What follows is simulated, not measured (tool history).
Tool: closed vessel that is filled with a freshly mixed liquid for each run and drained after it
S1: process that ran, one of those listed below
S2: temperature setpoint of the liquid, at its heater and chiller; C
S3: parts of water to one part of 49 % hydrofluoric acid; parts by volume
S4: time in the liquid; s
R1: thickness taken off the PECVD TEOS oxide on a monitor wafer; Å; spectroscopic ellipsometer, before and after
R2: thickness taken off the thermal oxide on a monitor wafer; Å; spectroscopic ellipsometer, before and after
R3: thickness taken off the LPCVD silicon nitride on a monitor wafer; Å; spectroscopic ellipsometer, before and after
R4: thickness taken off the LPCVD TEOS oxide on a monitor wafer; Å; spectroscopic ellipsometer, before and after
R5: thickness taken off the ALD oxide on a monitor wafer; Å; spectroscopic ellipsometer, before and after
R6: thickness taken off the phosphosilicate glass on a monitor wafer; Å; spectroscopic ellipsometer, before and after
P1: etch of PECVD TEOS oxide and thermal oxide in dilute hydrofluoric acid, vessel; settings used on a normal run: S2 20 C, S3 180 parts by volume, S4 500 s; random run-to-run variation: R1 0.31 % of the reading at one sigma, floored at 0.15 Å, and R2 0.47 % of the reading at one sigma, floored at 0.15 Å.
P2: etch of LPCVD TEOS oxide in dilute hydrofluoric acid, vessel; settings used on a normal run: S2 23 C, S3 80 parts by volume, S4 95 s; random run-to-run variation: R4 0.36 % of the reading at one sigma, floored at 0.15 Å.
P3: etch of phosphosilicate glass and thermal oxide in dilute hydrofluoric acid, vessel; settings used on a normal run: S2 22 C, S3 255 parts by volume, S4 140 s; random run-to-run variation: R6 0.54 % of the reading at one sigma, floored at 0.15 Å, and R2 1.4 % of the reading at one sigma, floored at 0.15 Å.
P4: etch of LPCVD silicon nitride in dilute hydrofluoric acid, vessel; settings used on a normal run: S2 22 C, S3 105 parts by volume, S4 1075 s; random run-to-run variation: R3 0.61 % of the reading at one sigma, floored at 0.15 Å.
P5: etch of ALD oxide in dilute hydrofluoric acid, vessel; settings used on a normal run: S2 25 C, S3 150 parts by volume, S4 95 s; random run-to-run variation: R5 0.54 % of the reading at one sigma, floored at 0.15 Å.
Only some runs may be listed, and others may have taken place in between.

{"run": 1, "day": 0.458, "S1": "P1", "S2": 20, "S3": 180, "S4": 500, "R1": 189.64, "R2": 102.74}
{"run": 2, "day": 0.912, "S1": "P4", "S2": 22, "S3": 105, "S4": 1075, "R3": 47.618}
{"run": 3, "day": 1.354, "S1": "P2", "S2": 28, "S3": 80, "S4": 95, "R4": 340.57}
{"run": 4, "day": 1.75, "S1": "P1", "S2": 20, "S3": 180, "S4": 500, "R1": 189.95, "R2": 103.51}
{"run": 5, "day": 2.142, "S1": "P2", "S2": 23, "S3": 80, "S4": 95, "R4": 279.63}
{"run": 6, "day": 2.588, "S1": "P4", "S2": 17, "S3": 105, "S4": 1075, "R3": 34.209}
{"run": 7, "day": 3.025, "S1": "P5", "S2": 25, "S3": 150, "S4": 95, "R5": 72.761}
{"run": 8, "day": 3.308, "S1": "P1", "S2": 27, "S3": 180, "S4": 300, "R1": 147.84, "R2": 81.648}
{"run": 9, "day": 3.571, "S1": "P1", "S2": 20, "S3": 180, "S4": 500, "R1": 190.51, "R2": 104.19}
{"run": 10, "day": 4.125, "S1": "P1", "S2": 20, "S3": 315, "S4": 500, "R1": 95.578, "R2": 52.489}
{"run": 11, "day": 4.496, "S1": "P2", "S2": 23, "S3": 80, "S4": 135, "R4": 396.29}
{"run": 12, "day": 5.038, "S1": "P1", "S2": 17, "S3": 180, "S4": 500, "R1": 169.51, "R2": 91.893}
{"run": 13, "day": 5.367, "S1": "P1", "S2": 20, "S3": 180, "S4": 100, "R1": 38, "R2": 21.078}
{"run": 14, "day": 5.767, "S1": "P1", "S2": 20, "S3": 180, "S4": 500, "R1": 191.3, "R2": 103.62}
{"run": 15, "day": 6.262, "S1": "P3", "S2": 22, "S3": 255, "S4": 140, "R2": 20.041, "R6": 252}
{"run": 16, "day": 6.562, "S1": "P1", "S2": 20, "S3": 180, "S4": 865, "R1": 329.68, "R2": 179.9}
{"run": 17, "day": 7.004, "S1": "P5", "S2": 25, "S3": 150, "S4": 95, "R5": 72.394}
{"run": 18, "day": 7.338, "S1": "P5", "S2": 25, "S3": 65, "S4": 95, "R5": 185.8}
{"run": 19, "day": 7.667, "S1": "P4", "S2": 22, "S3": 65, "S4": 1075, "R3": 77.483}
{"run": 20, "day": 8.008, "S1": "P1", "S2": 23.5, "S3": 180, "S4": 500, "R1": 217.7, "R2": 119.02}
{"run": 21, "day": 8.362, "S1": "P4", "S2": 22, "S3": 105, "S4": 65, "R3": 2.8395}
{"run": 22, "day": 8.812, "S1": "P3", "S2": 17, "S3": 255, "S4": 140, "R2": 16.308, "R6": 206.47}
{"run": 23, "day": 9.329, "S1": "P3", "S2": 22, "S3": 445, "S4": 140, "R2": 9.6161, "R6": 120.87}

The next listed run, before its measurement:
{"run": 24, "day": 9.629, "S1": "P1", "S2": 20, "S3": 180, "S4": 500, "R1": "?", "R2": "?"}

{"run 24": {"R1": 190.45, "R2": 104.37}}
